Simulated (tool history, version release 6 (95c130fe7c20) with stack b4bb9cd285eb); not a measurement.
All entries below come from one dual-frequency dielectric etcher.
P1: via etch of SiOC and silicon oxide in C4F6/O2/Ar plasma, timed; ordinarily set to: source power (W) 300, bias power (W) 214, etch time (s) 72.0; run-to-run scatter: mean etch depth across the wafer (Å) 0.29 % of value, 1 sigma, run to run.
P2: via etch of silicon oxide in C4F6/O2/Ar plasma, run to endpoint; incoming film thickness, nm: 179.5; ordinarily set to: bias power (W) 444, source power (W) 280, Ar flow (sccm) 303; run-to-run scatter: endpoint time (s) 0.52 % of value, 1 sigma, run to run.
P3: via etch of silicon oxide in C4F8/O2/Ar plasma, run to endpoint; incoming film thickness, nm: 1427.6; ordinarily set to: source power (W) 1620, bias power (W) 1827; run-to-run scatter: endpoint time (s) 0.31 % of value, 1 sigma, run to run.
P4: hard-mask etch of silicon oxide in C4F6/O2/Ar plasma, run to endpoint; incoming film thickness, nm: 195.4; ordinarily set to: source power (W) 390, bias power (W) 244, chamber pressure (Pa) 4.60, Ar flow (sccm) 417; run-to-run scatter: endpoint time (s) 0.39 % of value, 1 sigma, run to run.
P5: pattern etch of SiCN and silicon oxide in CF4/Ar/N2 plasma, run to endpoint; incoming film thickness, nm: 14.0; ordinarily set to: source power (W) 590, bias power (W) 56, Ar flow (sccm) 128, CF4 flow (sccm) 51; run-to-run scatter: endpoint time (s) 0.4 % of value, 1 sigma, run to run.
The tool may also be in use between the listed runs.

run   hour  process that ran  source power (W)  bias power (W)  etch time (s)  chamber pressure (Pa)  Ar flow (sccm)  CF4 flow (sccm)  mean etch depth across the wafer (Å)  endpoint time (s)
  1    7.4                P1               300             214           72.0                                                                                        731.87
  2   17.5                P4               390             244                                  4.60             417                                                                    58.964
  3   24.8                P1               300             214           72.0                                                                                        728.91
  4   36.3                P4               390             244                                  4.60             261                                                                    56.325
  5   45.6                P5               590              56                                                   128               51                                                   15.451
  6   57.3                P5               590              56                                                   128               37                                                   16.512
  7   70.7                P1               350             271           72.0                                                                                        843.92
  8   81.9                P1               300             214           98.5                                                                                       1002.60
  9   90.6                P2               170             444                                                   303                                                                    55.977
 10  101.0                P1               300             214           72.0                                                                                        730.99
 11  112.7                P1               300             269           72.0                                                                                        794.85
 12  121.2                P1               410             214           72.0                                                                                        827.09
 13  134.9                P4               390             343                                  4.60             417                                                                    52.246
 14  143.5                P5               590              35                                                   128               51                                                   18.083
 15  151.9                P4               390             244                                  3.67             417                                                                    57.655
 16  161.2                P3              1620            1827                                                                                                                         309.000
 17  168.7                P5               730              56                                                   128               51                                                   12.877
 18  176.8                P2               280             444                                                   303                                                                    46.658
 19  188.6                P4               540             244                                  4.60             417                                                                    52.382
 20  201.0                P3               950            1827                                                                                                                         382.140

What does the tool deliver on the next run?
 21  209.9                P5               590              56                                                    92               51                                                        ?

{"run 21": {"endpoint time (s)": 14.562}}
